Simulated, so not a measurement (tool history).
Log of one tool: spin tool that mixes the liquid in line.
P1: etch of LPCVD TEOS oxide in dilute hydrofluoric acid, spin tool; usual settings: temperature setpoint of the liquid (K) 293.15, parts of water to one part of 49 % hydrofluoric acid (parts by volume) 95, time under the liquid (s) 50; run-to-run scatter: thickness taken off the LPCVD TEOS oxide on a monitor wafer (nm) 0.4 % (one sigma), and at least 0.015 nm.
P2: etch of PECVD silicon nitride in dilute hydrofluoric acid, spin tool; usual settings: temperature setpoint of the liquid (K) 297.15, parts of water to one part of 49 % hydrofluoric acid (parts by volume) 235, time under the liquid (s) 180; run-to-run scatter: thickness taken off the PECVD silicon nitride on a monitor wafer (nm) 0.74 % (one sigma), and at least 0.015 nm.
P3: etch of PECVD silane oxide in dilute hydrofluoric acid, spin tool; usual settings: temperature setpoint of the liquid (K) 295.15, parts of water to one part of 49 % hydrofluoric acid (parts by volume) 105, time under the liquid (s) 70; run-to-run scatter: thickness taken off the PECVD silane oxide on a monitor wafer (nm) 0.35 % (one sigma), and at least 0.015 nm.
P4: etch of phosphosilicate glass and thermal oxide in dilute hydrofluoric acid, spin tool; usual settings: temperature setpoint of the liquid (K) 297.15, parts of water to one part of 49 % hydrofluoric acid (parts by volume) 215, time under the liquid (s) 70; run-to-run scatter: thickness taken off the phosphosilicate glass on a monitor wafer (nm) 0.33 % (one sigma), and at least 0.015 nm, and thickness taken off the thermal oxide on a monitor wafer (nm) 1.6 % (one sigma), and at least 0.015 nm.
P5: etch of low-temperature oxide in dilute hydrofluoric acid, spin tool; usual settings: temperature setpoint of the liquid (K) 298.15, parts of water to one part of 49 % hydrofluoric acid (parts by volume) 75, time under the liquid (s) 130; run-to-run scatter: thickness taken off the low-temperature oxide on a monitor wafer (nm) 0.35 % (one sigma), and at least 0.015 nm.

run	day	process that ran	temperature setpoint of the liquid (K)	parts of water to one part of 49 % hydrofluoric acid (parts by volume)	time under the liquid (s)	thickness taken off the LPCVD TEOS oxide on a monitor wafer (nm)	thickness taken off the low-temperature oxide on a monitor wafer (nm)	thickness taken off the PECVD silicon nitride on a monitor wafer (nm)	thickness taken off the PECVD silane oxide on a monitor wafer (nm)	thickness taken off the phosphosilicate glass on a monitor wafer (nm)	thickness taken off the thermal oxide on a monitor wafer (nm)
1	0.417	P1	293.15	95	50	26.084					
2	0.792	P5	298.15	75	130		53.852				
3	1.233	P1	293.15	175	50	13.035					
4	1.583	P1	293.15	95	20	10.425					
5	2.225	P2	297.15	235	180			3.1209			
6	2.588	P3	290.15	105	70				25.0340		
7	2.983	P2	297.15	65	180			11.1870			
8	3.438	P3	295.15	105	15				6.5624		
9	4.121	P1	301.15	95	50	35.784					
10	4.788	P3	295.15	105	70				30.6840		
11	5.262	P2	297.15	235	180			3.1173			
12	5.842	P1	293.15	30	50	88.898					
13	6.517	P4	297.15	50	70					209.650	7.2422
# day 6.538: hydrofluoric acid flow meter replaced
14	7.021	P1	293.15	95	50	26.011					
15	7.646	P5	298.15	25	130		172.380				
16	8.054	P2	297.15	235	95			1.6763			
17	8.729	P1	293.15	95	50	25.951					
18	9.138	P5	306.15	75	130		73.516				
19	9.867	P1	293.15	95	50	26.002					
20	10.367	P2	290.15	235	180			2.0110			
21	10.750	P5	298.15	75	130		53.743				
22	11.362	P1	293.15	95	50	26.006					
23	11.767	P4	290.15	215	70					30.568	1.0416
24	12.483	P3	295.15	50	70				68.9620		
25	13.033	P4	297.15	215	70					39.923	1.3023
26	13.688	P1	290.15	95	50	23.014					
27	14.171	P1	293.15	95	50	26.197					
28	14.821	P5	298.15	75	235		97.727				
29	15.196	P4	297.15	215	125					71.291	2.3465
30	15.533	P1	297.15	95	20	12.260					
31	16.246	P1	293.15	95	85	44.615					
32	16.617	P1	293.15	95	50	25.900					
33	17.042	P1	293.15	95	50	25.254					
34	17.688	P1	293.15	95	50	24.722					
35	18.275	P1	293.15	95	50	24.228					
36	18.979	P1	293.15	95	50	24.372					
37	19.421	P1	293.15	95	50	23.923					
38	19.871	P1	293.15	95	50	23.902					
39	20.408	P1	293.15	95	50	24.012					

What P1 gives has crept away from where it was. These 2 causes fit the log equally well, each at the size given:
A: hydrofluoric acid flow below the setpoint (%) = 7.1
B: liquid colder than its thermometer reads (K) = 1.97
The creep began at about day 16.617.

4 check runs are offered, one wafer each, their results left as question marks. Which one tells the causes apart?
check 1	20.946	P5	301.65	25	130		?				
check 2	20.946	P4	297.15	60	95					?	?
check 3	20.946	P2	291.15	105	180			?			
check 4	20.946	P3	295.15	65	70				?		

What each check would give under each cause:
check	result	if A	if B
check 1	thickness taken off the low-temperature oxide on a monitor wafer (nm)	185.160	184.390
check 2	thickness taken off the phosphosilicate glass on a monitor wafer (nm)	215.120	214.830
check 2	thickness taken off the thermal oxide on a monitor wafer (nm)	7.2422	7.2321
check 3	thickness taken off the PECVD silicon nitride on a monitor wafer (nm)	4.3460	4.0694
check 4	thickness taken off the PECVD silane oxide on a monitor wafer (nm)	48.1550	48.0430
How far apart the two closest causes lie, in the result that separates them most: check 1 0.42 %; check 2 0.14 %; check 3 6.57 %; check 4 0.23 %
Check 3 tells the causes apart: in the others they would give nearly the same result.

Then check 3 was run and gave: thickness taken off the PECVD silicon nitride on a monitor wafer (nm) 4.1105. Which cause is it?

It is B: liquid colder than its thermometer reads (K).
